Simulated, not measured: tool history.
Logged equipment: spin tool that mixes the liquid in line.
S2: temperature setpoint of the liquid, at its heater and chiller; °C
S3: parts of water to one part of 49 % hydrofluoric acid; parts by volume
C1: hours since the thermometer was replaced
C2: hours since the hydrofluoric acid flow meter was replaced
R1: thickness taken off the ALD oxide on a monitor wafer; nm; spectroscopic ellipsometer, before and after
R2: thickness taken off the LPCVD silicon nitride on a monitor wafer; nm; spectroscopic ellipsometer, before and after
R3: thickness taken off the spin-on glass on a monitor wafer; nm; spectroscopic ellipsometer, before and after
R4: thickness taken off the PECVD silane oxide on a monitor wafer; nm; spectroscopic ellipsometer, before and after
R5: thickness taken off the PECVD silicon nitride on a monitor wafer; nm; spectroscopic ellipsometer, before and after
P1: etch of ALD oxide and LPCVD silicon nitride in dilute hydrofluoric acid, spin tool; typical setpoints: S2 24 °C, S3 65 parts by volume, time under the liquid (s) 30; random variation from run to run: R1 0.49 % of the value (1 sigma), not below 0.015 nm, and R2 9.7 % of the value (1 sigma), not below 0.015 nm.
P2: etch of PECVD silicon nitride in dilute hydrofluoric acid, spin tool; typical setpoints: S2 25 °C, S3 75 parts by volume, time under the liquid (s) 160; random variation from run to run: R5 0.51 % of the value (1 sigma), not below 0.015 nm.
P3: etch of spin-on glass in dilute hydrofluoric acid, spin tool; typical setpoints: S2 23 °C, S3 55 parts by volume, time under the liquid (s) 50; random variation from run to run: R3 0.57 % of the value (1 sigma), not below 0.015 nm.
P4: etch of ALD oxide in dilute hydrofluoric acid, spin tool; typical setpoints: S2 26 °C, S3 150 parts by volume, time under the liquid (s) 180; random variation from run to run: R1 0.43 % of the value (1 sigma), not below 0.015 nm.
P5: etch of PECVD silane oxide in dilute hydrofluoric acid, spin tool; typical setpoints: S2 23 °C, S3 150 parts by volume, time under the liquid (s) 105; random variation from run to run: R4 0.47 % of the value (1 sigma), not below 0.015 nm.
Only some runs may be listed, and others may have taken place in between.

run 1 hour=8.8 | process_that_ran=P1 S2=24 S3=65 time_under_the_liquid_(s)=30 | C1=1466.4 C2=280.5 | R1=6.9781 R2=0.21576
run 2 hour=20.2 | process_that_ran=P1 S2=31 S3=65 time_under_the_liquid_(s)=30 | C1=1477.8 C2=291.9 | R1=9.1472 R2=0.37698
run 3 hour=27 | process_that_ran=P1 S2=19.5 S3=65 time_under_the_liquid_(s)=30 | C1=1484.6 C2=298.7 | R1=5.7153 R2=0.18684
run 4 hour=40.3 | process_that_ran=P3 S2=23 S3=90 time_under_the_liquid_(s)=50 | C1=1497.9 C2=312 | R3=23.003
run 5 hour=48.9 | process_that_ran=P1 S2=24 S3=90 time_under_the_liquid_(s)=30 | C1=1506.5 C2=320.6 | R1=4.8606 R2=0.14926
run 6 hour=59.7 | process_that_ran=P3 S2=23 S3=55 time_under_the_liquid_(s)=50 | C1=1517.3 C2=331.4 | R3=38.928
run 7 hour=72.3 | process_that_ran=P5 S2=17 S3=150 time_under_the_liquid_(s)=105 | C1=1529.9 C2=344 | R4=11.015
run 8 hour=83.4 | process_that_ran=P1 S2=29.5 S3=65 time_under_the_liquid_(s)=45 | C1=1541 C2=355.1 | R1=12.874 R2=0.52353
run 9 hour=97.3 | process_that_ran=P5 S2=23 S3=150 time_under_the_liquid_(s)=105 | C1=1554.9 C2=369 | R4=13.905
run 10 hour=110.7 | process_that_ran=P5 S2=23 S3=150 time_under_the_liquid_(s)=105 | C1=1568.3 C2=382.4 | R4=13.985
run 11 hour=122.9 | process_that_ran=P5 S2=23 S3=150 time_under_the_liquid_(s)=40 | C1=1580.5 C2=394.6 | R4=5.2661
run 12 hour=130.3 | process_that_ran=P2 S2=25 S3=115 time_under_the_liquid_(s)=160 | C1=1587.9 C2=402 | R5=3.1249
run 13 hour=140.9 | process_that_ran=P1 S2=24 S3=65 time_under_the_liquid_(s)=30 | C1=1598.5 C2=412.6 | R1=6.9566 R2=0.22324
run 14 hour=154.5 | process_that_ran=P1 S2=24 S3=65 time_under_the_liquid_(s)=30 | C1=1612.1 C2=426.2 | R1=6.8792 R2=0.23706
run 15 hour=164 | process_that_ran=P2 S2=25 S3=75 time_under_the_liquid_(s)=160 | C1=1621.6 C2=435.7 | R5=4.7276
run 16 hour=170.6 | process_that_ran=P1 S2=24 S3=65 time_under_the_liquid_(s)=30 | C1=1628.2 C2=442.3 | R1=6.8818 R2=0.28132
run 17 hour=178.5 | process_that_ran=P5 S2=23 S3=240 time_under_the_liquid_(s)=105 | C1=1636.1 C2=450.2 | R4=7.8668
run 18 hour=189.3 | process_that_ran=P4 S2=26 S3=150 time_under_the_liquid_(s)=285 | C1=1646.9 C2=461 | R1=32.95
run 19 hour=202 | process_that_ran=P4 S2=26 S3=150 time_under_the_liquid_(s)=180 | C1=1659.6 C2=473.7 | R1=20.597
run 20 hour=210.5 | process_that_ran=P2 S2=25 S3=75 time_under_the_liquid_(s)=235 | C1=1668.1 C2=482.2 | R5=6.971
run 21 hour=222.3 | process_that_ran=P2 S2=18.5 S3=75 time_under_the_liquid_(s)=160 | C1=1679.9 C2=494 | R5=3.0547
run 22 hour=231.5 | process_that_ran=P4 S2=26 S3=85 time_under_the_liquid_(s)=180 | C1=1689.1 C2=503.2 | R1=39.915
run 23 hour=239.4 | process_that_ran=P2 S2=25 S3=75 time_under_the_liquid_(s)=160 | C1=1697 C2=511.1 | R5=4.7295
run 24 hour=254 | process_that_ran=P3 S2=19 S3=55 time_under_the_liquid_(s)=50 | C1=1711.6 C2=525.7 | R3=32.66
run 25 hour=260.6 | process_that_ran=P1 S2=24 S3=65 time_under_the_liquid_(s)=30 | C1=1718.2 C2=532.3 | R1=6.9464 R2=0.2258
run 26 hour=271.9 | process_that_ran=P1 S2=24 S3=65 time_under_the_liquid_(s)=30 | C1=1729.5 C2=543.6 | R1=6.9519 R2=0.22055
run 27 hour=285.5 | process_that_ran=P1 S2=24 S3=65 time_under_the_liquid_(s)=30 | C1=1743.1 C2=557.2 | R1=6.8792 R2=0.25278
run 28 hour=292.6 | process_that_ran=P1 S2=24 S3=40 time_under_the_liquid_(s)=30 | C1=1750.2 C2=564.3 | R1=11.663 R2=0.39913
run 29 hour=306.6 | process_that_ran=P1 S2=24 S3=65 time_under_the_liquid_(s)=15 | C1=1764.2 C2=578.3 | R1=3.4955 R2=0.09767
run 30 hour=321.2 | process_that_ran=P1 S2=28 S3=40 time_under_the_liquid_(s)=30 | C1=1778.8 C2=592.9 | R1=13.641 R2=0.48319
run 31 hour=332.3 | process_that_ran=P1 S2=24 S3=65 time_under_the_liquid_(s)=55 | C1=1789.9 C2=604 | R1=12.686 R2=0.47736
run 32 hour=343.9 | process_that_ran=P4 S2=21 S3=150 time_under_the_liquid_(s)=180 | C1=1801.5 C2=615.6 | R1=17.072
run 33 hour=357.5 | process_that_ran=P3 S2=23 S3=55 time_under_the_liquid_(s)=80 | C1=1815.1 C2=629.2 | R3=62.984
run 34 hour=365.5 | process_that_ran=P1 S2=24 S3=65 time_under_the_liquid_(s)=30 | C1=1823.1 C2=637.2 | R1=6.899 R2=0.21547
run 35 hour=378.7 | process_that_ran=P1 S2=24 S3=65 time_under_the_liquid_(s)=30 | C1=1836.3 C2=650.4 | R1=7.0738 R2=0.24677
run 36 hour=389 | process_that_ran=P1 S2=24 S3=65 time_under_the_liquid_(s)=30 | C1=1846.6 C2=660.7 | R1=7.222 R2=0.27431
run 37 hour=400.1 | process_that_ran=P1 S2=24 S3=65 time_under_the_liquid_(s)=30 | C1=1857.7 C2=671.8 | R1=7.247 R2=0.27178
run 38 hour=407.2 | process_that_ran=P1 S2=24 S3=65 time_under_the_liquid_(s)=30 | C1=1864.8 C2=678.9 | R1=7.3374 R2=0.23088
run 39 hour=416.3 | process_that_ran=P1 S2=24 S3=65 time_under_the_liquid_(s)=30 | C1=1873.9 C2=688 | R1=7.3097 R2=0.27181
run 40 hour=425.4 | process_that_ran=P1 S2=24 S3=65 time_under_the_liquid_(s)=30 | C1=1883 C2=697.1 | R1=7.3154 R2=0.26223
run 41 hour=432.7 | process_that_ran=P1 S2=24 S3=65 time_under_the_liquid_(s)=30 | C1=1890.3 C2=704.4 | R1=7.3394 R2=0.25606
run 42 hour=444 | process_that_ran=P1 S2=24 S3=65 time_under_the_liquid_(s)=30 | C1=1901.6 C2=715.7 | R1=7.3568 R2=0.23407

Something has made what P1 gives creep away from where it was; the 2 causes below, each at its own stated size, fit the log equally well:
A: liquid hotter than its thermometer reads (K) = 1.47
B: hydrofluoric acid flow above the setpoint (%) = 5.63
The onset of the drift is placed at about hour 365.5.

Below are 4 check runs, each on a single wafer, with their results shown as question marks. Which of them would tell the listed causes apart, meaning the causes would give clearly different results under it?
run check 1 hour=455.3 | process_that_ran=P5 S2=23 S3=150 time_under_the_liquid_(s)=105 | R4=?
run check 2 hour=455.3 | process_that_ran=P4 S2=26 S3=150 time_under_the_liquid_(s)=180 | R1=?
run check 3 hour=455.3 | process_that_ran=P3 S2=23 S3=55 time_under_the_liquid_(s)=50 | R3=?
run check 4 hour=455.3 | process_that_ran=P2 S2=25 S3=75 time_under_the_liquid_(s)=160 | R5=?

Check results expected under each cause:
check=check_1 result=R4 if_A=14.73 if_B=14.838
check=check_2 result=R1 if_A=21.8 if_B=22.012
check=check_3 result=R3 if_A=41.325 if_B=41.248
check=check_4 result=R5 if_A=5.226 if_B=5.0081
Distance between the nearest two causes, measured in the result of the check that separates them most: check 1 0.74 %; check 2 0.97 %; check 3 0.19 %; check 4 4.26 %
The other checks would show nearly matching results whichever cause is true, so check 4 is the only one that separates the causes.

Check 4 has now been run. It gave: R5 5.0228 nm. Which of the candidate causes is it?

Of the candidate causes, it is B: hydrofluoric acid flow above the setpoint (%).

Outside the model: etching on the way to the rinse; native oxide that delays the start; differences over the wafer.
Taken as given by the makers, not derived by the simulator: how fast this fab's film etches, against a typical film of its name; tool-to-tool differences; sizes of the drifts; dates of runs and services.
